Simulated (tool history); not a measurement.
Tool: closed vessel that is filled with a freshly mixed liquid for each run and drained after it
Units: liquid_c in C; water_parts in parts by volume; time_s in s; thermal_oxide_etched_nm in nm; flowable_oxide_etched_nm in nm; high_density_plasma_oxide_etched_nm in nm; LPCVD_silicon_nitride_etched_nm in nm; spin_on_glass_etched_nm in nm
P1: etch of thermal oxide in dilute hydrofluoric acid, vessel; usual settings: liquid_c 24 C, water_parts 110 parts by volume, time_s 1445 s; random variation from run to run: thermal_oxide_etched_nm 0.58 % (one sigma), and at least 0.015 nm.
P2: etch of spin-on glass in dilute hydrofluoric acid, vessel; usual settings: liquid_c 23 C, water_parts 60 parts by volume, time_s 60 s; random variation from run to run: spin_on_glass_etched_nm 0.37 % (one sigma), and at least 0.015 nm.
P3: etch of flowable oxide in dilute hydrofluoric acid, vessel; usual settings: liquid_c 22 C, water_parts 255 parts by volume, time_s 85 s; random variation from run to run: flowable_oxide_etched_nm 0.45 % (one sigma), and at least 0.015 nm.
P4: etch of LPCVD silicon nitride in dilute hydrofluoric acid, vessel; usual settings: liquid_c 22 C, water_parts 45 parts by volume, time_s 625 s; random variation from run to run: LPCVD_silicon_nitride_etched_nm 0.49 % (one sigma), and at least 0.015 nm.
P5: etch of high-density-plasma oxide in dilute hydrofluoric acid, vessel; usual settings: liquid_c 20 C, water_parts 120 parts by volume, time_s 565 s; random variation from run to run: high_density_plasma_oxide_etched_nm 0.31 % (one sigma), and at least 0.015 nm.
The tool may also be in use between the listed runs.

run,hour,process,liquid_c,water_parts,time_s,hours since the thermometer was replaced,hours since the hydrofluoric acid flow meter was replaced,thermal_oxide_etched_nm,flowable_oxide_etched_nm,high_density_plasma_oxide_etched_nm,LPCVD_silicon_nitride_etched_nm,spin_on_glass_etched_nm
1,14.6,P1,24,110,1445,1014.7,385.3,59.662,,,,
2,29.5,P3,22,255,85,1029.6,400.2,,17.707,,,
3,37.4,P5,20,120,565,1037.5,408.1,,,36.242,,
4,46.6,P1,24,110,1445,1046.7,417.3,59.133,,,,
# hour 52.8: hydrofluoric acid flow meter replaced
5,54.4,P4,30,45,625,1054.5,1.6,,,,9.9962,
6,62,P2,18.5,60,60,1062.1,9.2,,,,,56.413
7,73.8,P4,22,60,625,1073.9,21,,,,4.4674,
8,88.3,P1,24,110,40,1088.4,35.5,1.6524,,,,
9,96.1,P1,24,110,1445,1096.2,43.3,59.135,,,,
10,106.6,P3,22,255,130,1106.7,53.8,,26.927,,,
11,114.5,P4,22,45,625,1114.6,61.7,,,,5.8835,
12,126.2,P1,18.5,110,1445,1126.3,73.4,47.197,,,,
13,139.2,P3,17,255,85,1139.3,86.4,,14.65,,,
14,154.9,P1,24,110,2545,1155,102.1,104.63,,,,
15,168.1,P2,23,60,60,1168.2,115.3,,,,,68.152
16,175,P5,20,120,30,1175.1,122.2,,,1.9177,,
17,184.2,P5,20,120,565,1184.3,131.4,,,36.076,,
18,192.9,P3,22,255,85,1193,140.1,,17.698,,,
19,202.1,P5,17,120,565,1202.2,149.3,,,31.836,,
20,210.6,P1,29.5,110,1445,1210.7,157.8,73.575,,,,
21,221,P3,22,45,85,1221.1,168.2,,126.37,,,
22,230.5,P1,24,190,1445,1230.6,177.7,31.719,,,,
23,241.9,P5,20,185,565,1242,189.1,,,21.919,,
24,251.7,P4,22,45,625,1251.8,198.9,,,,5.9445,
25,263.5,P1,24,40,1445,1263.6,210.7,176.7,,,,
26,277.1,P2,23,60,60,1277.2,224.3,,,,,67.808
27,285.4,P2,23,60,110,1285.5,232.6,,,,,124.64
28,293.7,P1,24,110,1445,1293.8,240.9,59.327,,,,
29,309.1,P1,18,110,310,1309.2,256.3,10.123,,,,
30,318.6,P1,31,110,505,1318.7,265.8,26.761,,,,
31,328.1,P2,23,110,60,1328.2,275.3,,,,,34.966
32,342.3,P4,22,45,1205,1342.4,289.5,,,,11.341,
33,350.3,P1,24,110,1445,1350.4,297.5,59.573,,,,
34,357.6,P1,24,110,1445,1357.7,304.8,58.202,,,,
35,364.9,P1,24,110,1445,1365,312.1,57.311,,,,
36,372.7,P1,24,110,1445,1372.8,319.9,57.357,,,,
37,381.8,P1,24,110,1445,1381.9,329,55.937,,,,
38,391.2,P1,24,110,1445,1391.3,338.4,55.854,,,,
39,406.3,P1,24,110,1445,1406.4,353.5,55.086,,,,
40,422.1,P1,24,110,1445,1422.2,369.3,55.617,,,,
41,431.1,P1,24,110,1445,1431.2,378.3,55.398,,,,
42,442.8,P1,24,110,1445,1442.9,390,54.143,,,,
43,458.6,P1,24,110,1445,1458.7,405.8,54.289,,,,
44,467.1,P1,24,110,1445,1467.2,414.3,54.845,,,,

What P1 gives has crept away from where it was. These 2 causes fit the log equally well, each at the size given:
A: hydrofluoric acid flow below the setpoint (%) = 6.91
B: liquid colder than its thermometer reads (K) = 2.06
The creep began at about hour 350.3.

4 check runs are offered, one wafer each, their results left as question marks. Which one tells the causes apart?
check 1,475.6,P4,29.5,45,1050,,,,,,?,
check 2,475.6,P2,23,85,110,,,,,,,?
check 3,475.6,P5,17,120,30,,,,,?,,
check 4,475.6,P3,17,145,85,,,,?,,,

What each check would give under each cause:
check,result,if A,if B
check 1,LPCVD_silicon_nitride_etched_nm,15.213,14.268
check 2,spin_on_glass_etched_nm,78.766,78.398
check 3,high_density_plasma_oxide_etched_nm,1.564,1.5544
check 4,flowable_oxide_etched_nm,26.181,26.089
How far apart the two closest causes lie, in the result that separates them most: check 1 6.41 %; check 2 0.47 %; check 3 0.62 %; check 4 0.35 %
Only check 1 tells the causes apart: in the others they would give nearly the same result.

Then check 1 was run and gave: LPCVD_silicon_nitride_etched_nm 14.372 nm. Which cause is it?

It is B: liquid colder than its thermometer reads (K).
